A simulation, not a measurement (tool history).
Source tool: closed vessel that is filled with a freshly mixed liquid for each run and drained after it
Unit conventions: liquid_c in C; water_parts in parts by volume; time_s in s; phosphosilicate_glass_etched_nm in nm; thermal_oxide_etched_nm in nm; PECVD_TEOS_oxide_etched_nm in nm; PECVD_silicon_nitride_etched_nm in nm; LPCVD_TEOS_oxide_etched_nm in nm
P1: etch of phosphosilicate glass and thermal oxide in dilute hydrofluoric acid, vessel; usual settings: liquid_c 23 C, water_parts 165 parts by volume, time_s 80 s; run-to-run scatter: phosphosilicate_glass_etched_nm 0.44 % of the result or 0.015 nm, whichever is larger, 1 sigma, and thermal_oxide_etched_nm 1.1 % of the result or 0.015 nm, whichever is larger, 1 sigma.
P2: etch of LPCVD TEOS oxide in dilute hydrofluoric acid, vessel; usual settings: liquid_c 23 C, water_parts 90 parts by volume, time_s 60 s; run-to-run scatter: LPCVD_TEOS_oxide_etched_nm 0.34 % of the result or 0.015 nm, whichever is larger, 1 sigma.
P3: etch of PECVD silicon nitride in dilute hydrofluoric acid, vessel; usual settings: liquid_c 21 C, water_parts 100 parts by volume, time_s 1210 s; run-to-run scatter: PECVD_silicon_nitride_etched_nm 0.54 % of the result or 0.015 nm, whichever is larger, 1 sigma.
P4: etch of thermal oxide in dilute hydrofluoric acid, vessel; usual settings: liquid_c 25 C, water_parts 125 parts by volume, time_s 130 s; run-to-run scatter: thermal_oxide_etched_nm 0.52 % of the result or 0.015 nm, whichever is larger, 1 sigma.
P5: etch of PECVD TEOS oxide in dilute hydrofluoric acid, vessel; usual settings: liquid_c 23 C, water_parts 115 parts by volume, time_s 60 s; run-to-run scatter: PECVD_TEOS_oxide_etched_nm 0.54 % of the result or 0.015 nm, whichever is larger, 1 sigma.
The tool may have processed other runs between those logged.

run	hour	process	liquid_c	water_parts	time_s	hours since the thermometer was replaced	hours since the hydrofluoric acid flow meter was replaced	phosphosilicate_glass_etched_nm	thermal_oxide_etched_nm	PECVD_TEOS_oxide_etched_nm	PECVD_silicon_nitride_etched_nm	LPCVD_TEOS_oxide_etched_nm
1	8.1	P1	23	165	80	722	245.1	31.673	2.1007			
2	16.2	P1	23	165	40	730.1	253.2	15.978	1.0295			
3	30.9	P1	23	165	80	744.8	267.9	32.196	2.0517			
4	46.7	P5	23	115	100	760.6	283.7			9.3171		
5	57.9	P1	19	165	80	771.8	294.9	27.493	1.7467			
6	66.1	P1	29.5	240	80	780	303.1	25.568	1.6405			
7	81.5	P3	21	100	1210	795.4	318.5				43.168	
8	91.6	P4	33.5	125	130	805.5	328.6		6.5826			
9	108.2	P3	21	100	1210	822.1	345.2				43.424	
10	119.9	P2	30.5	90	60	833.8	356.9					49.275
11	129.1	P1	23	165	80	843	366.1	32.178	2.0765			
12	143.3	P2	23	90	95	857.2	380.3					58.391
13	156.7	P1	23	165	80	870.6	393.7	31.688	2.0497			
14	167.2	P5	29	115	60	881.1	404.2			7.1212		
15	177.2	P4	25	125	130	891.1	414.2		4.7882			
16	193.9	P1	28.5	165	80	907.8	430.9	39.452	2.5379			
17	203.4	P1	23	165	80	917.3	440.4	32.188	2.0096			
18	212	P1	23	220	35	925.9	449	9.9597	0.63801			
19	227.4	P3	25.5	100	1210	941.3	464.4				58.291	
20	242.6	P1	23	70	80	956.5	479.6	84.372	5.3373			
21	257.1	P2	23	90	60	971	494.1					36.717
22	269.1	P3	21	100	140	983	506.1				4.9918	
23	284.7	P4	25	125	190	998.6	521.7		6.9973			
24	298.6	P2	23	145	60	1012.5	535.6					21.381
25	309.8	P4	25	180	130	1023.7	546.8		3.0779			
26	325.4	P5	23	200	60	1039.3	562.4			2.9458		
27	340.6	P4	25	125	130	1054.5	577.6		4.6879			
28	353.1	P3	21	50	1210	1067	590.1				85.823	
29	366.2	P1	23	165	125	1080.1	603.2	50.209	3.2886			
30	375.8	P1	23	245	80	1089.7	612.8	19.905	1.2642			
31	385.4	P5	23	115	60	1099.3	622.4			5.576		
32	398.4	P1	23	165	80	1112.3	635.4	31.853	2.0895			
33	412	P1	23	165	80	1125.9	649	32.82	2.1193			

Expected results for the next run?
34	428.7	P1	23	165	80	1142.6	665.7	?	?			

Run 34 came out at phosphosilicate_glass_etched_nm 34.082 nm, thermal_oxide_etched_nm 2.1522 nm.
